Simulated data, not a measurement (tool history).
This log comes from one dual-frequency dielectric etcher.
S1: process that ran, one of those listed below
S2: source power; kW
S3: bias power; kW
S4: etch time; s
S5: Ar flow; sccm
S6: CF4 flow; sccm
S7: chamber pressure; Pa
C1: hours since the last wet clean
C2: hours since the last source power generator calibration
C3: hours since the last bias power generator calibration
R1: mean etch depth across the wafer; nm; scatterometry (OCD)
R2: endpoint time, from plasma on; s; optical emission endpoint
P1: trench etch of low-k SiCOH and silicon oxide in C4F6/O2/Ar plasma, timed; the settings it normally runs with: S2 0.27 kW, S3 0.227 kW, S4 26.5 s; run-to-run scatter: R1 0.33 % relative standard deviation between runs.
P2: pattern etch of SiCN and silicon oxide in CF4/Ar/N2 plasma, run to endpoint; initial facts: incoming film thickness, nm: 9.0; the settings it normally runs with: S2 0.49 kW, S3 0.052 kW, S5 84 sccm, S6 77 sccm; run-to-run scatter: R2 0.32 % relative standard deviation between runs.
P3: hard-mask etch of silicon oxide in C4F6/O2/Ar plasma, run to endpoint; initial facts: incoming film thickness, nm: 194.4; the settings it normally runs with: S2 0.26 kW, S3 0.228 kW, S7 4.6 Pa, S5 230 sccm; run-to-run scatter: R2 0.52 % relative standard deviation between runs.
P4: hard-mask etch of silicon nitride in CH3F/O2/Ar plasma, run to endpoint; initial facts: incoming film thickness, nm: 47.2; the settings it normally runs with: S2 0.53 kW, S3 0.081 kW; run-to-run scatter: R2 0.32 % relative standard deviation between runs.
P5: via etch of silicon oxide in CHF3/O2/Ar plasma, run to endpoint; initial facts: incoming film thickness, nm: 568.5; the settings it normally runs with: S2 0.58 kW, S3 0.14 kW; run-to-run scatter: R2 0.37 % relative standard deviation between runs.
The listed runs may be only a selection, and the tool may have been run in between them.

run,day,S1,S2,S3,S4,S5,S6,S7,C1,C2,C3,R1,R2
1,0.412,P1,0.27,0.227,26.5,,,,331.6,2316.2,762.7,78.766,
2,0.825,P4,0.53,0.081,,,,,341.5,2326.1,772.6,,57.771
3,1.175,P1,0.27,0.227,26.5,,,,349.9,2334.5,781,78.688,
4,1.579,P4,0.53,0.081,,,,,359.6,2344.2,790.7,,57.858
5,2.029,P1,0.36,0.227,26.5,,,,370.4,2355,801.5,88.023,
6,2.367,P5,0.81,0.14,,,,,378.5,2363.1,809.6,,286.43
7,2.775,P2,0.49,0.052,,84,77,,388.3,2372.9,819.4,,10.196
8,3.096,P2,0.49,0.052,,84,77,,396,2380.6,827.1,,10.199
9,3.562,P1,0.27,0.227,18,,,,407.2,2391.8,838.3,53.856,
10,3.829,P1,0.27,0.227,26.5,,,,413.6,2398.2,844.7,79.29,
11,4.188,P5,0.58,0.14,,,,,422.2,2406.8,853.3,,327.36
12,4.538,P1,0.27,0.166,26.5,,,,430.6,2415.2,861.7,71.081,
13,4.954,P2,0.63,0.052,,84,77,,440.6,2425.2,871.7,,8.1198
14,5.392,P5,0.58,0.092,,,,,451.1,2435.7,882.2,,369.43
15,5.796,P5,0.58,0.14,,,,,460.8,2445.4,891.9,,326.59
16,6.067,P3,0.33,0.228,,230,,4.6,467.3,2451.9,898.4,,59.113
17,6.421,P1,0.27,0.227,36.5,,,,475.8,2460.4,906.9,108.42,
18,6.746,P2,0.49,0.052,,84,109,,483.6,2468.2,914.7,,9.679
19,6.996,P1,0.27,0.227,26.5,,,,489.6,2474.2,920.7,79.103,
20,7.412,P2,0.49,0.052,,116,77,,499.6,2484.2,930.7,,10.691
21,7.879,P3,0.26,0.228,,138,,4.6,510.8,2495.4,941.9,,61.532
22,8.108,P2,0.49,0.067,,84,77,,516.3,2500.9,947.4,,9.4073
23,8.433,P3,0.26,0.228,,230,,4.6,524.1,2508.7,955.2,,65.267
24,8.892,P4,0.53,0.103,,,,,535.1,2519.7,966.2,,52.9
25,9.196,P1,0.27,0.277,26.5,,,,542.4,2527,973.5,84.298,
26,9.471,P1,0.27,0.227,26.5,,,,549,2533.6,980.1,79.222,

Run 27 is up next; what results do you expect?
27,9.808,P4,0.36,0.081,,,,,557.1,2541.7,988.2,,?

R2: 67.012 s
